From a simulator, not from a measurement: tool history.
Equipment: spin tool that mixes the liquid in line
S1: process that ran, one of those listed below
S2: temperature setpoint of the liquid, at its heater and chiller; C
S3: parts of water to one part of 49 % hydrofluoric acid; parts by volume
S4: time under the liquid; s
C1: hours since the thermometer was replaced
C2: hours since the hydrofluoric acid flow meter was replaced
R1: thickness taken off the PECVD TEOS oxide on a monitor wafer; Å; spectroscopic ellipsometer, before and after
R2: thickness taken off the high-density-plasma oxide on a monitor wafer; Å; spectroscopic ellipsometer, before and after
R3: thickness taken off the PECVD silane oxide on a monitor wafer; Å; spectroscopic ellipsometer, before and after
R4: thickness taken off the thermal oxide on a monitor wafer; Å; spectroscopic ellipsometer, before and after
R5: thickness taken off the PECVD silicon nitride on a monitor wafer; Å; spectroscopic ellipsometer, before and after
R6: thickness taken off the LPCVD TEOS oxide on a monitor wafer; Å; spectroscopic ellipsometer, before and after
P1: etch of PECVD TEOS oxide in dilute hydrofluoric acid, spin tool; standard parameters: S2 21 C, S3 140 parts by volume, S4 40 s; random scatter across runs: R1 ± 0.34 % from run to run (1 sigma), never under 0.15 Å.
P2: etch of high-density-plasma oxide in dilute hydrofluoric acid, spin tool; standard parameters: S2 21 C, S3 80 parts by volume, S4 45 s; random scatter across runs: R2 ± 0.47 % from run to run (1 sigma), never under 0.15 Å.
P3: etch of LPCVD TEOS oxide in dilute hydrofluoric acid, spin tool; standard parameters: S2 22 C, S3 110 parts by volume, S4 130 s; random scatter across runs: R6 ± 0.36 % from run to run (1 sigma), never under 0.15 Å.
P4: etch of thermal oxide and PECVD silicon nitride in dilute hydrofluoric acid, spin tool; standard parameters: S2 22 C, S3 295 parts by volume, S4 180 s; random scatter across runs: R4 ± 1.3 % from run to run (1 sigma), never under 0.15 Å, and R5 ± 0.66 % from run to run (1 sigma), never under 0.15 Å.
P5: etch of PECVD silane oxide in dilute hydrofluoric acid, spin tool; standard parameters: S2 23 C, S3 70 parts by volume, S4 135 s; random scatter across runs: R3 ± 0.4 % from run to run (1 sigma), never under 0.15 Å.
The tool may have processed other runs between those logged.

run	hour	S1	S2	S3	S4	C1	C2	R1	R2	R3	R4	R5	R6
1	8.9	P1	21	140	40	172	251	68.101					
2	16.8	P1	17	75	40	179.9	258.9	116.37					
3	29.7	P2	21	30	45	192.8	271.8		122.6				
4	36.9	P5	17	70	135	200	279			446.79			
5	49.4	P1	21	140	70	212.5	291.5	120.56					
6	63.3	P2	21	80	45	226.4	305.4		43.595				
7	75.4	P4	22	160	180	238.5	317.5				44.38	56.862	
8	84.1	P4	22	295	325	247.2	326.2				37.216	56.025	
9	90.4	P1	21	140	40	253.5	332.5	68.723					
10	101.2	P4	28.5	295	180	264.3	343.3				26.294	46.154	
11	107.7	P1	25.5	140	40	270.8	349.8	81.337					
12	119.9	P5	23	70	135	283	362			576.29			
13	126.2	P1	21	140	15	289.3	368.3	26.18					
14	133.4	P1	21	140	40	296.5	375.5	68.415					
15	147.3	P2	28.5	80	45	310.4	389.4		59.409				
16	155.1	P2	21	80	15	318.2	397.2		14.243				
17	161.8	P5	23	70	40	324.9	403.9			169.47			
18	172.9	P3	22	110	130	336	415						320.5
19	180.1	P1	21	140	40	343.2	422.2	68.571					
20	191.3	P4	22	295	180	354.4	433.4				20.699	31.337	
21	198.7	P3	22	110	35	361.8	440.8						86.426
22	212	P1	21	140	40	375.1	454.1	68.527					
23	223.8	P3	22	110	130	386.9	465.9						319.68
24	232	P1	21	255	40	395.1	474.1	33.816					
25	244.6	P3	28.5	110	130	407.7	486.7						411.12
26	256.4	P5	23	70	135	419.5	498.5			574.76			
27	265.8	P1	17	140	15	428.9	507.9	22.014					
28	277.7	P3	22	55	130	440.8	519.8						685.05
29	285.9	P1	17	140	40	449	528	58.099					
30	297.3	P4	22	295	180	460.4	539.4				20.474	31.162	
31	305	P5	23	100	135	468.1	547.1			384.52			
32	316.1	P1	21	30	40	479.2	558.2	364.72					
33	324.4	P1	21	230	60	487.5	566.5	57.311					
34	337.6	P1	21	140	40	500.7	579.7	68.294					
35	346.4	P1	21	140	40	509.5	588.5	70.758					
36	353.9	P1	21	140	40	517	596	71.73					
37	361.3	P1	21	140	40	524.4	603.4	72.972					
38	370.3	P1	21	140	40	533.4	612.4	73.731					
39	377.4	P1	21	140	40	540.5	619.5	73.977					
40	389.8	P1	21	140	40	552.9	631.9	74.726					
41	397.3	P1	21	140	40	560.4	639.4	74.449					
42	410.8	P1	21	140	40	573.9	652.9	74.011					
43	418.4	P1	21	140	40	581.5	660.5	74.281					

The log shows P1 creeping away from where it was. Any of the 2 causes listed here, at the size stated for it, fits the log just as well as the others:
A: hydrofluoric acid flow above the setpoint (%) = 7.92
B: liquid hotter than its thermometer reads (K) = 2.23
The drift started at roughly hour 337.6.

Of the 4 check runs listed below, each run on one wafer and each result written as a question mark, which would let you distinguish the listed causes because they would give clearly different results?
check 1	426	P2	21	80	45				?				
check 2	426	P4	22	295	180						?	?	
check 3	426	P3	22	110	130								?
check 4	426	P5	23	70	135					?			

Expected result of each check under each candidate cause:
check	result	if A	if B
check 1	R2	47.223	47.601
check 2	R4	23.002	22.588
check 2	R5	33.543	35.722
check 3	R6	348.9	349.9
check 4	R3	623.73	628.43
Per check, the gap between the least separated pair of causes, taken in the result that splits them most: check 1 0.8 %; check 2 6.29 %; check 3 0.29 %; check 4 0.75 %
The other checks would show nearly matching results whichever cause is true, so check 2 is the only one that separates the causes.

Then check 2 was run and gave: R4 22.816 Å; R5 33.719 Å. Which cause is it?

It is A: hydrofluoric acid flow above the setpoint (%).

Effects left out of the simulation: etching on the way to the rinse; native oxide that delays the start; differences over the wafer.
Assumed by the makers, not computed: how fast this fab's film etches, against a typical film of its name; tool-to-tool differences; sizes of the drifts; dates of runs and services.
